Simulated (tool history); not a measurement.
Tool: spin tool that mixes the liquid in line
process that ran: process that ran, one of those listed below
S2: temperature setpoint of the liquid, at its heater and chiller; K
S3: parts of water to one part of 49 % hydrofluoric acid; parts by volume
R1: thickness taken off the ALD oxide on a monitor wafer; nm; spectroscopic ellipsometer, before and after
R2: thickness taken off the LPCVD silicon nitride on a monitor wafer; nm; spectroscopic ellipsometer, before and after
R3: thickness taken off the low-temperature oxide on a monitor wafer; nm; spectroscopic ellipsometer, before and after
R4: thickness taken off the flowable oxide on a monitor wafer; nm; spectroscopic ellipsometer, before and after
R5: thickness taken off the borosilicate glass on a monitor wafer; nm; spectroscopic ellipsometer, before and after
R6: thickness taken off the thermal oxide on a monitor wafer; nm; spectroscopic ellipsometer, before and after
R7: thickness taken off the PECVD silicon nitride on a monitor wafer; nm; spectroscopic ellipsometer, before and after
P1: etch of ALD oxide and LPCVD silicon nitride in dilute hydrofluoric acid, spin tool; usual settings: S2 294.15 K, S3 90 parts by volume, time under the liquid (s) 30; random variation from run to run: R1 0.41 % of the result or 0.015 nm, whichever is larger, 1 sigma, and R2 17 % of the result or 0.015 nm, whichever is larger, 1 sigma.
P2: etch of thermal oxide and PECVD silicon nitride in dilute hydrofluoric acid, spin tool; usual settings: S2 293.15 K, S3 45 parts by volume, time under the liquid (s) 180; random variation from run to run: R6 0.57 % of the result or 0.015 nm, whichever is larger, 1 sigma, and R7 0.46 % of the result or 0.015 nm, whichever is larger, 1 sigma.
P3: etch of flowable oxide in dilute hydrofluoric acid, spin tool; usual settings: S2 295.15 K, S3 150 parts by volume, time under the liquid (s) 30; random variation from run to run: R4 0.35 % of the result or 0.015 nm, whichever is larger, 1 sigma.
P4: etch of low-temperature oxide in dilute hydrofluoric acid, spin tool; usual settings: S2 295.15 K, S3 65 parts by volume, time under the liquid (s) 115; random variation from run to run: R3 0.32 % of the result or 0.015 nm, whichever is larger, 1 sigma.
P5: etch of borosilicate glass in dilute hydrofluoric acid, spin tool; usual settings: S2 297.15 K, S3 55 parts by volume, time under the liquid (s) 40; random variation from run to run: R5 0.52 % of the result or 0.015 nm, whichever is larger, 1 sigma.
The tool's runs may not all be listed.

run 1 hour=9.2 | process_that_ran=P1 S2=294.15 S3=90 time_under_the_liquid_(s)=30 | R1=7.8242 R2=0.125400
run 2 hour=15.5 | process_that_ran=P4 S2=295.15 S3=65 time_under_the_liquid_(s)=115 | R3=38.617
run 3 hour=22.7 | process_that_ran=P1 S2=294.15 S3=90 time_under_the_liquid_(s)=30 | R1=7.7904 R2=0.062203
run 4 hour=29.6 | process_that_ran=P1 S2=299.15 S3=90 time_under_the_liquid_(s)=30 | R1=9.4361 R2=0.183220
run 5 hour=34.4 | process_that_ran=P1 S2=294.15 S3=155 time_under_the_liquid_(s)=30 | R1=4.2178 R2=0.061593
run 6 hour=44.2 | process_that_ran=P3 S2=295.15 S3=85 time_under_the_liquid_(s)=30 | R4=18.5910
run 7 hour=50.0 | process_that_ran=P5 S2=297.15 S3=55 time_under_the_liquid_(s)=65 | R5=44.639
run 8 hour=58.5 | process_that_ran=P2 S2=293.15 S3=45 time_under_the_liquid_(s)=180 | R6=16.4450 R7=16.9030
run 9 hour=67.8 | process_that_ran=P1 S2=294.15 S3=90 time_under_the_liquid_(s)=15 | R1=3.8908 R2=0.060027
run 10 hour=73.7 | process_that_ran=P1 S2=290.15 S3=90 time_under_the_liquid_(s)=30 | R1=6.5861 R2=0.106540
run 11 hour=78.3 | process_that_ran=P4 S2=303.15 S3=65 time_under_the_liquid_(s)=115 | R3=53.161
run 12 hour=83.4 | process_that_ran=P1 S2=294.15 S3=120 time_under_the_liquid_(s)=50 | R1=9.4262 R2=0.092573
run 13 hour=91.0 | process_that_ran=P1 S2=294.15 S3=45 time_under_the_liquid_(s)=30 | R1=16.2780 R2=0.190790
run 14 hour=99.2 | process_that_ran=P5 S2=297.15 S3=100 time_under_the_liquid_(s)=40 | R5=14.287
run 15 hour=106.4 | process_that_ran=P2 S2=293.15 S3=20 time_under_the_liquid_(s)=180 | R6=38.2530 R7=36.6660
run 16 hour=115.9 | process_that_ran=P5 S2=290.15 S3=55 time_under_the_liquid_(s)=40 | R5=20.439
run 17 hour=122.3 | process_that_ran=P5 S2=297.15 S3=55 time_under_the_liquid_(s)=40 | R5=27.542
run 18 hour=131.8 | process_that_ran=P3 S2=290.15 S3=150 time_under_the_liquid_(s)=30 | R4=8.0548
run 19 hour=138.5 | process_that_ran=P2 S2=293.15 S3=45 time_under_the_liquid_(s)=100 | R6=9.1769 R7=9.3015
run 20 hour=145.7 | process_that_ran=P1 S2=294.15 S3=90 time_under_the_liquid_(s)=30 | R1=7.7195 R2=0.128790
run 21 hour=151.2 | process_that_ran=P2 S2=290.15 S3=45 time_under_the_liquid_(s)=180 | R6=14.5030 R7=13.6210
run 22 hour=156.8 | process_that_ran=P4 S2=295.15 S3=65 time_under_the_liquid_(s)=115 | R3=38.763
run 23 hour=162.3 | process_that_ran=P1 S2=294.15 S3=90 time_under_the_liquid_(s)=55 | R1=14.2310 R2=0.259320
run 24 hour=169.6 | process_that_ran=P3 S2=295.15 S3=150 time_under_the_liquid_(s)=30 | R4=9.7587
run 25 hour=179.3 | process_that_ran=P4 S2=295.15 S3=20 time_under_the_liquid_(s)=115 | R3=132.060
run 26 hour=184.0 | process_that_ran=P1 S2=294.15 S3=90 time_under_the_liquid_(s)=30 | R1=7.7390 R2=0.115540
run 27 hour=193.7 | process_that_ran=P1 S2=294.15 S3=90 time_under_the_liquid_(s)=30 | R1=7.7430 R2=0.167910
run 28 hour=200.8 | process_that_ran=P1 S2=294.15 S3=145 time_under_the_liquid_(s)=55 | R1=8.2844 R2=0.142910
run 29 hour=210.1 | process_that_ran=P3 S2=295.15 S3=150 time_under_the_liquid_(s)=15 | R4=4.9306
run 30 hour=219.3 | process_that_ran=P4 S2=295.15 S3=65 time_under_the_liquid_(s)=50 | R3=16.701
run 31 hour=224.5 | process_that_ran=P2 S2=293.15 S3=45 time_under_the_liquid_(s)=180 | R6=16.5600 R7=16.8390
run 32 hour=231.9 | process_that_ran=P1 S2=294.15 S3=90 time_under_the_liquid_(s)=30 | R1=7.7549 R2=0.168420
run 33 hour=240.5 | process_that_ran=P1 S2=294.15 S3=90 time_under_the_liquid_(s)=30 | R1=7.4590 R2=0.132320
run 34 hour=246.0 | process_that_ran=P1 S2=294.15 S3=90 time_under_the_liquid_(s)=30 | R1=7.3901 R2=0.133050
run 35 hour=254.2 | process_that_ran=P1 S2=294.15 S3=90 time_under_the_liquid_(s)=30 | R1=7.2756 R2=0.108520

The next listed run, before its measurement:
run 36 hour=261.5 | process_that_ran=P1 S2=294.15 S3=90 time_under_the_liquid_(s)=30 | R1=? R2=?

Run 36 gave R1 7.2137 nm, R2 0.119480 nm.
